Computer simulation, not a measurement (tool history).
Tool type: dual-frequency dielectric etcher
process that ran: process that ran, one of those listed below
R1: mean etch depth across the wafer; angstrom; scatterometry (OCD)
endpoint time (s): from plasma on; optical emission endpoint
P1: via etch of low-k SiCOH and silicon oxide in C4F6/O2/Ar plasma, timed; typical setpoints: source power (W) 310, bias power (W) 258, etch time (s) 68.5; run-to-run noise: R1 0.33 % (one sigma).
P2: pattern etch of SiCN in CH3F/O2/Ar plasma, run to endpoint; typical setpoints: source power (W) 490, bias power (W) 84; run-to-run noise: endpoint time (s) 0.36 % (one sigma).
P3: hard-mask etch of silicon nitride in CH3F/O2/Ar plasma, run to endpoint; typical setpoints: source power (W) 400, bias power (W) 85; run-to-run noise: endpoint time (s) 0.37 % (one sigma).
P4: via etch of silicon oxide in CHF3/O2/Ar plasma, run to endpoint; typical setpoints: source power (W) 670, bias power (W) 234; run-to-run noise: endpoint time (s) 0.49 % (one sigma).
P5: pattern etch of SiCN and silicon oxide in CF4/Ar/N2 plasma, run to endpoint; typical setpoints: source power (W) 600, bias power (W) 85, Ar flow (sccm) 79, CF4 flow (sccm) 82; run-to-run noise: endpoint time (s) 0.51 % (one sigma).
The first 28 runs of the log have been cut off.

run 29 day=5.392 | process_that_ran=P2 source_power_(W)=490 bias_power_(W)=84 | endpoint_time_(s)=32.538
run 30 day=5.504 | process_that_ran=P1 source_power_(W)=310 bias_power_(W)=258 etch_time_(s)=68.5 | R1=1978.3
run 31 day=5.658 | process_that_ran=P1 source_power_(W)=310 bias_power_(W)=258 etch_time_(s)=68.5 | R1=1962.6
run 32 day=5.838 | process_that_ran=P1 source_power_(W)=310 bias_power_(W)=258 etch_time_(s)=68.5 | R1=1958.7
run 33 day=5.975 | process_that_ran=P1 source_power_(W)=310 bias_power_(W)=258 etch_time_(s)=68.5 | R1=1954.8
run 34 day=6.175 | process_that_ran=P1 source_power_(W)=310 bias_power_(W)=258 etch_time_(s)=68.5 | R1=1944.5
-- day=6.404 wet clean of the chamber
run 35 day=6.408 | process_that_ran=P1 source_power_(W)=310 bias_power_(W)=258 etch_time_(s)=68.5 | R1=1940.1
run 36 day=6.562 | process_that_ran=P1 source_power_(W)=310 bias_power_(W)=258 etch_time_(s)=68.5 | R1=1948.1

Estimate the outcome of run 37 from the log above:
run 37 day=6.725 | process_that_ran=P1 source_power_(W)=310 bias_power_(W)=258 etch_time_(s)=68.5 | R1=?

For run 37 the tool returned R1 1957 angstrom.
